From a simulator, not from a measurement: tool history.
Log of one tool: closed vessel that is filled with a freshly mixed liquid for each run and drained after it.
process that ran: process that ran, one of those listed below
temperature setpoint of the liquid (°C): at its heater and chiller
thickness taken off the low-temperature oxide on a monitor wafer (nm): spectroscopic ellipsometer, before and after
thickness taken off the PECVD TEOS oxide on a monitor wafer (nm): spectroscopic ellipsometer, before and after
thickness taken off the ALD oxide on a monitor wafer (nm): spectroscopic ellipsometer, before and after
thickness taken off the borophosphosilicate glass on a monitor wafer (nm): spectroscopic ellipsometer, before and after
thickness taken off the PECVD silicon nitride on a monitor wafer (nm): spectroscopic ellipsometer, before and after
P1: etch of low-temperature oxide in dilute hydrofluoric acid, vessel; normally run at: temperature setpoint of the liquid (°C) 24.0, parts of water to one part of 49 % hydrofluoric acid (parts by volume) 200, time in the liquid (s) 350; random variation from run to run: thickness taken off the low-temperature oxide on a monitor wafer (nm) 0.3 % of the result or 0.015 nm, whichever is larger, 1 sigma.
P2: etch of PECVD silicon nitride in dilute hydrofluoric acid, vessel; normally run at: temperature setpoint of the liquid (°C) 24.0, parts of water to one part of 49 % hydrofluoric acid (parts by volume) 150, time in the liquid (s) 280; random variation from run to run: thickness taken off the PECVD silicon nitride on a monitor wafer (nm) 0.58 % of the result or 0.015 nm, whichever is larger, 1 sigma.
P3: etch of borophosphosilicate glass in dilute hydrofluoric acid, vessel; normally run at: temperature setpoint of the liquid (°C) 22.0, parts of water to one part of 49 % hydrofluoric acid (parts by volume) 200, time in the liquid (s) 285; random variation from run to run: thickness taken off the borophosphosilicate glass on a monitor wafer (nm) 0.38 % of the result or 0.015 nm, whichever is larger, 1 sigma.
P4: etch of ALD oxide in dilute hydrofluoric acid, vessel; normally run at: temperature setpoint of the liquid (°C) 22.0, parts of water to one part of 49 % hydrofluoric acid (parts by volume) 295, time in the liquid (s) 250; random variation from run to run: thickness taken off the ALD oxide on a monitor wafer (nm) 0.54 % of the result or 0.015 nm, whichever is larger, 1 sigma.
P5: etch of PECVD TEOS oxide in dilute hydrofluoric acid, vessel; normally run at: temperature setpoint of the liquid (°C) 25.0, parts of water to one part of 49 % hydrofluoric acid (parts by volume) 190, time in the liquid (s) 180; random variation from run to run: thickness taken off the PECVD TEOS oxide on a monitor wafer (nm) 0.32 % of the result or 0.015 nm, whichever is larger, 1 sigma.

| run | hour | process that ran | temperature setpoint of the liquid (°C) | parts of water to one part of 49 % hydrofluoric acid (parts by volume) | time in the liquid (s) | hours since the thermometer was replaced | hours since the hydrofluoric acid flow meter was replaced | thickness taken off the low-temperature oxide on a monitor wafer (nm) | thickness taken off the PECVD TEOS oxide on a monitor wafer (nm) | thickness taken off the ALD oxide on a monitor wafer (nm) | thickness taken off the borophosphosilicate glass on a monitor wafer (nm) | thickness taken off the PECVD silicon nitride on a monitor wafer (nm) |
|---|---|---|---|---|---|---|---|---|---|---|---|---|
| 1 | 3.5 | P1 | 24.0 | 200 | 350 | 2035.9 | 1117.0 | 48.8830 |  |  |  |  |
| 2 | 8.0 | P5 | 25.0 | 280 | 180 | 2040.4 | 1121.5 |  | 8.6216 |  |  |  |
| 3 | 12.2 | P1 | 24.0 | 200 | 350 | 2044.6 | 1125.7 | 48.8160 |  |  |  |  |
| 4 | 18.3 | P1 | 24.0 | 300 | 70 | 2050.7 | 1131.8 | 5.9130 |  |  |  |  |
| 5 | 25.7 | P4 | 22.0 | 295 | 30 | 2058.1 | 1139.2 |  |  | 0.87796 |  |  |
| 6 | 30.9 | P5 | 25.0 | 190 | 30 | 2063.3 | 1144.4 |  | 2.3469 |  |  |  |
| 7 | 34.5 | P1 | 24.0 | 200 | 535 | 2066.9 | 1148.0 | 74.8810 |  |  |  |  |
| 8 | 38.0 | P3 | 22.0 | 200 | 285 | 2070.4 | 1151.5 |  |  |  | 52.823 |  |
| 9 | 43.8 | P1 | 19.0 | 200 | 350 | 2076.2 | 1157.3 | 40.5020 |  |  |  |  |
| 10 | 47.3 | P5 | 25.0 | 190 | 180 | 2079.7 | 1160.8 |  | 14.0910 |  |  |  |
| 11 | 52.0 | P4 | 22.0 | 295 | 250 | 2084.4 | 1165.5 |  |  | 7.31780 |  |  |
| 12 | 59.2 | P3 | 22.0 | 200 | 475 | 2091.6 | 1172.7 |  |  |  | 87.993 |  |
| 13 | 65.7 | P1 | 30.0 | 200 | 350 | 2098.1 | 1179.2 | 60.5090 |  |  |  |  |
| 14 | 72.1 | P2 | 24.0 | 150 | 130 | 2104.5 | 1185.6 |  |  |  |  | 2.6157 |
| 15 | 79.1 | P1 | 24.0 | 200 | 350 | 2111.5 | 1192.6 | 49.0100 |  |  |  |  |
| 16 | 85.5 | P1 | 24.0 | 200 | 350 | 2117.9 | 1199.0 | 48.9440 |  |  |  |  |
| 17 | 92.1 | P3 | 18.0 | 200 | 285 | 2124.5 | 1205.6 |  |  |  | 45.415 |  |
| 18 | 96.1 | P1 | 24.0 | 200 | 50 | 2128.5 | 1209.6 | 7.0311 |  |  |  |  |
| 19 | 100.7 | P4 | 22.0 | 410 | 250 | 2133.1 | 1214.2 |  |  | 4.70540 |  |  |
| 20 | 105.1 | P5 | 33.0 | 190 | 180 | 2137.5 | 1218.6 |  | 18.6720 |  |  |  |
| 21 | 110.7 | P1 | 24.0 | 355 | 350 | 2143.1 | 1224.2 | 23.6180 |  |  |  |  |
| 22 | 116.5 | P4 | 22.0 | 295 | 250 | 2148.9 | 1230.0 |  |  | 7.26500 |  |  |
| 23 | 119.9 | P4 | 27.5 | 295 | 250 | 2152.3 | 1233.4 |  |  | 8.77680 |  |  |
| 24 | 123.8 | P5 | 25.0 | 190 | 180 | 2156.2 | 1237.3 |  | 13.9670 |  |  |  |
| 25 | 131.0 | P3 | 22.0 | 105 | 285 | 2163.4 | 1244.5 |  |  |  | 111.770 |  |
| 26 | 137.3 | P1 | 24.0 | 200 | 350 | 2169.7 | 1250.8 | 48.5860 |  |  |  |  |

Forecast run 27:
| 27 | 141.3 | P1 | 24.0 | 35 | 350 | 2173.7 | 1254.8 | ? |  |  |  |  |

Run 27 gave thickness taken off the low-temperature oxide on a monitor wafer (nm) 340.9400.
